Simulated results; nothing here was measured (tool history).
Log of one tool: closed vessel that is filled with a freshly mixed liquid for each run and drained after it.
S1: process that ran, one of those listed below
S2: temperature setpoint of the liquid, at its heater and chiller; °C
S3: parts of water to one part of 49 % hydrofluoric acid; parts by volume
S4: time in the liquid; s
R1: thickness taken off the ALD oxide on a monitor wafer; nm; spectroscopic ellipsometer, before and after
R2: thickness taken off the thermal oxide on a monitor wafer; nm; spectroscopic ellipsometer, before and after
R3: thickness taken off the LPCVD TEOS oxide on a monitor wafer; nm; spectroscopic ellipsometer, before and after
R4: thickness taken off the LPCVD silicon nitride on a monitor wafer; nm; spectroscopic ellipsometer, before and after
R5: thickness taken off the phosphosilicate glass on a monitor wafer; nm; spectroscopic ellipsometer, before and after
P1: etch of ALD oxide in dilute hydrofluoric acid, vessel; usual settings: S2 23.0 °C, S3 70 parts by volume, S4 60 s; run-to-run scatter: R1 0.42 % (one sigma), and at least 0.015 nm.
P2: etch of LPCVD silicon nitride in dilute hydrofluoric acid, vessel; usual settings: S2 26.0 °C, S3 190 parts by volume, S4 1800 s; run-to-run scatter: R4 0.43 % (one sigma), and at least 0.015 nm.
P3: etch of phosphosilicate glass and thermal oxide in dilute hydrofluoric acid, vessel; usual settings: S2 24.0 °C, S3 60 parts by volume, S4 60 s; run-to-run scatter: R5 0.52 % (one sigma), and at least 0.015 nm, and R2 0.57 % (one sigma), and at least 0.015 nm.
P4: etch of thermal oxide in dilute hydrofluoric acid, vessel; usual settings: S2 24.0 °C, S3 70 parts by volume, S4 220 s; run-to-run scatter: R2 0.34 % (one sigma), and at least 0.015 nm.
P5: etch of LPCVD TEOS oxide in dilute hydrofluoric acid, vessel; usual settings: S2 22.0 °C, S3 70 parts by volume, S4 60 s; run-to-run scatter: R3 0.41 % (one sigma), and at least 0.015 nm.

| run | hour | S1 | S2 | S3 | S4 | R1 | R2 | R3 | R4 | R5 |
|---|---|---|---|---|---|---|---|---|---|---|
| 1 | 3.3 | P1 | 23.0 | 70 | 60 | 13.2920 |  |  |  |  |
| 2 | 7.7 | P4 | 24.0 | 30 | 220 |  | 38.5470 |  |  |  |
| 3 | 10.9 | P5 | 22.0 | 70 | 115 |  |  | 64.685 |  |  |
| 4 | 16.1 | P1 | 17.0 | 70 | 30 | 5.1461 |  |  |  |  |
| 5 | 19.7 | P1 | 23.0 | 70 | 30 | 6.5913 |  |  |  |  |
| 6 | 23.3 | P5 | 22.0 | 70 | 60 |  |  | 33.846 |  |  |
| 7 | 27.1 | P1 | 29.5 | 70 | 60 | 17.0390 |  |  |  |  |
|  | 29.7 | hydrofluoric acid flow meter replaced |
| 8 | 32.9 | P4 | 24.0 | 70 | 375 |  | 26.8730 |  |  |  |
| 9 | 36.4 | P2 | 26.0 | 190 | 1800 |  |  |  | 5.9559 |  |
| 10 | 40.9 | P1 | 23.0 | 100 | 60 | 8.9123 |  |  |  |  |
| 11 | 43.9 | P5 | 22.0 | 20 | 60 |  |  | 126.420 |  |  |
| 12 | 49.3 | P1 | 23.0 | 70 | 100 | 21.8730 |  |  |  |  |
| 13 | 53.9 | P1 | 23.0 | 70 | 60 | 13.2620 |  |  |  |  |
| 14 | 59.5 | P1 | 17.5 | 115 | 60 | 6.0971 |  |  |  |  |
| 15 | 63.8 | P3 | 24.0 | 60 | 95 |  | 7.5565 |  |  | 131.870 |
| 16 | 67.6 | P1 | 17.0 | 70 | 60 | 10.3280 |  |  |  |  |
| 17 | 71.9 | P2 | 26.0 | 190 | 1800 |  |  |  | 5.9525 |  |
| 18 | 74.5 | P1 | 23.0 | 70 | 60 | 13.1800 |  |  |  |  |
| 19 | 79.9 | P5 | 26.0 | 70 | 60 |  |  | 39.748 |  |  |
| 20 | 83.1 | P1 | 23.0 | 70 | 60 | 13.1880 |  |  |  |  |
| 21 | 86.9 | P1 | 23.0 | 70 | 60 | 13.2250 |  |  |  |  |
|  | 90.1 | thermometer replaced |
| 22 | 92.4 | P2 | 33.5 | 190 | 1800 |  |  |  | 9.3213 |  |
| 23 | 97.3 | P3 | 24.0 | 30 | 60 |  | 9.9278 |  |  | 173.730 |
| 24 | 101.8 | P3 | 24.0 | 60 | 60 |  | 4.7896 |  |  | 83.082 |
| 25 | 105.0 | P1 | 28.0 | 100 | 60 | 10.8460 |  |  |  |  |
| 26 | 110.4 | P2 | 26.0 | 190 | 2870 |  |  |  | 9.4758 |  |
| 27 | 116.0 | P1 | 23.0 | 70 | 60 | 13.1850 |  |  |  |  |
| 28 | 121.6 | P4 | 24.0 | 70 | 220 |  | 15.7630 |  |  |  |
| 29 | 126.5 | P4 | 29.0 | 70 | 220 |  | 19.2280 |  |  |  |
| 30 | 129.3 | P2 | 26.0 | 265 | 1800 |  |  |  | 4.2372 |  |

Run 31 comes next. What will it give?
| 31 | 134.6 | P3 | 24.0 | 60 | 60 |  | ? |  |  | ? |

{"run 31": {"R2": 4.7872, "R5": 83.853}}
